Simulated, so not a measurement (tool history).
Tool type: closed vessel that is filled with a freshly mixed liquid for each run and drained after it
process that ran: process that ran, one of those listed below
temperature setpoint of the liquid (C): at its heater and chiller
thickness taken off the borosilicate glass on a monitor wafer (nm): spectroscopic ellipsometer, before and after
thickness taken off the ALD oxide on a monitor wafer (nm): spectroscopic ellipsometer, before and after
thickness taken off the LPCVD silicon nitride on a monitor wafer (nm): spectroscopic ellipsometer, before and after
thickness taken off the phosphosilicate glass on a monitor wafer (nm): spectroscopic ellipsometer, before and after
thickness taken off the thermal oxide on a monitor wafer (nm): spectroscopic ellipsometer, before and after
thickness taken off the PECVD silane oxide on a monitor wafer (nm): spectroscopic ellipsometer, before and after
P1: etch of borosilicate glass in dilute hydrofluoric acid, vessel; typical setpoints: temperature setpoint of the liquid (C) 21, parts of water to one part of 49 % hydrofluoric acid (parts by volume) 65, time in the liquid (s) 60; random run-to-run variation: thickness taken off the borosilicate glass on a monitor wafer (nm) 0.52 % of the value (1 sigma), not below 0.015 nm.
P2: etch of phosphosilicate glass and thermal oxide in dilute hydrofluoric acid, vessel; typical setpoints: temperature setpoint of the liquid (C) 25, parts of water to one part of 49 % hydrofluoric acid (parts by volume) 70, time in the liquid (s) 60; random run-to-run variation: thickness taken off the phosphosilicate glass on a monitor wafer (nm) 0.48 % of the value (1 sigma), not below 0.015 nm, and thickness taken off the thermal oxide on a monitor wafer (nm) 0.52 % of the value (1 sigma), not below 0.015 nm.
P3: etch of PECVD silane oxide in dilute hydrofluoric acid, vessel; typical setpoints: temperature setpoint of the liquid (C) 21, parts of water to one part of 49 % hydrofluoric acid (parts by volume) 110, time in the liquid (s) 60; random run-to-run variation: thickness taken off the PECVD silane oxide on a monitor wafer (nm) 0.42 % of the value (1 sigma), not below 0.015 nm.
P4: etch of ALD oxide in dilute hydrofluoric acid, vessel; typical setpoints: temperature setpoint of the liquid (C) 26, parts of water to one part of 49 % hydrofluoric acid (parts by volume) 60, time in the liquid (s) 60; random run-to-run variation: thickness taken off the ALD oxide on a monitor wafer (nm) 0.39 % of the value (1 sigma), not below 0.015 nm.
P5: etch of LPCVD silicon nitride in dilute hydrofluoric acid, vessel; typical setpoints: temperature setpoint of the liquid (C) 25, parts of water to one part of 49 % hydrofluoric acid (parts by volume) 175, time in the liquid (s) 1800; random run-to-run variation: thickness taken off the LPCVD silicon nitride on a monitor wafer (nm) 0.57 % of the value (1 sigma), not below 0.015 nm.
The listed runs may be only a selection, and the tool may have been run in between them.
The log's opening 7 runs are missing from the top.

| run | hour | process that ran | temperature setpoint of the liquid (C) | parts of water to one part of 49 % hydrofluoric acid (parts by volume) | time in the liquid (s) | thickness taken off the borosilicate glass on a monitor wafer (nm) | thickness taken off the ALD oxide on a monitor wafer (nm) | thickness taken off the LPCVD silicon nitride on a monitor wafer (nm) | thickness taken off the phosphosilicate glass on a monitor wafer (nm) | thickness taken off the thermal oxide on a monitor wafer (nm) | thickness taken off the PECVD silane oxide on a monitor wafer (nm) |
|---|---|---|---|---|---|---|---|---|---|---|---|
| 8 | 47.7 | P3 | 21 | 200 | 60 |  |  |  |  |  | 9.2726 |
| 9 | 53.5 | P1 | 21 | 65 | 115 | 33.569 |  |  |  |  |  |
| 10 | 61.8 | P1 | 21 | 65 | 60 | 17.37 |  |  |  |  |  |
| 11 | 67.7 | P2 | 19.5 | 70 | 60 |  |  |  | 74.09 | 3.4748 |  |
| 12 | 74.9 | P1 | 28.5 | 35 | 60 | 45.383 |  |  |  |  |  |
| 13 | 83.1 | P1 | 21 | 65 | 60 | 17.508 |  |  |  |  |  |
| 14 | 91.6 | P1 | 21 | 65 | 60 | 17.567 |  |  |  |  |  |
| 15 | 101.1 | P1 | 21 | 20 | 60 | 59.761 |  |  |  |  |  |
| 16 | 108.5 | P3 | 21 | 110 | 30 |  |  |  |  |  | 9.2382 |
| 17 | 116 | P3 | 21 | 110 | 60 |  |  |  |  |  | 18.547 |
| 18 | 122.7 | P1 | 28.5 | 65 | 60 | 23.512 |  |  |  |  |  |
| 19 | 129.6 | P2 | 25 | 70 | 60 |  |  |  | 92.508 | 4.3931 |  |
| 20 | 136.9 | P1 | 17 | 65 | 60 | 14.609 |  |  |  |  |  |
| 21 | 146.2 | P4 | 26 | 60 | 60 |  | 11.32 |  |  |  |  |
| 22 | 154.1 | P1 | 21 | 115 | 60 | 9.2457 |  |  |  |  |  |
| 23 | 160.5 | P5 | 25 | 325 | 1800 |  |  | 2.6739 |  |  |  |

Estimate the outcome of run 24 from the log above:
| 24 | 169.3 | P3 | 28 | 110 | 60 |  |  |  |  |  | ? |

thickness taken off the PECVD silane oxide on a monitor wafer (nm): 24.349
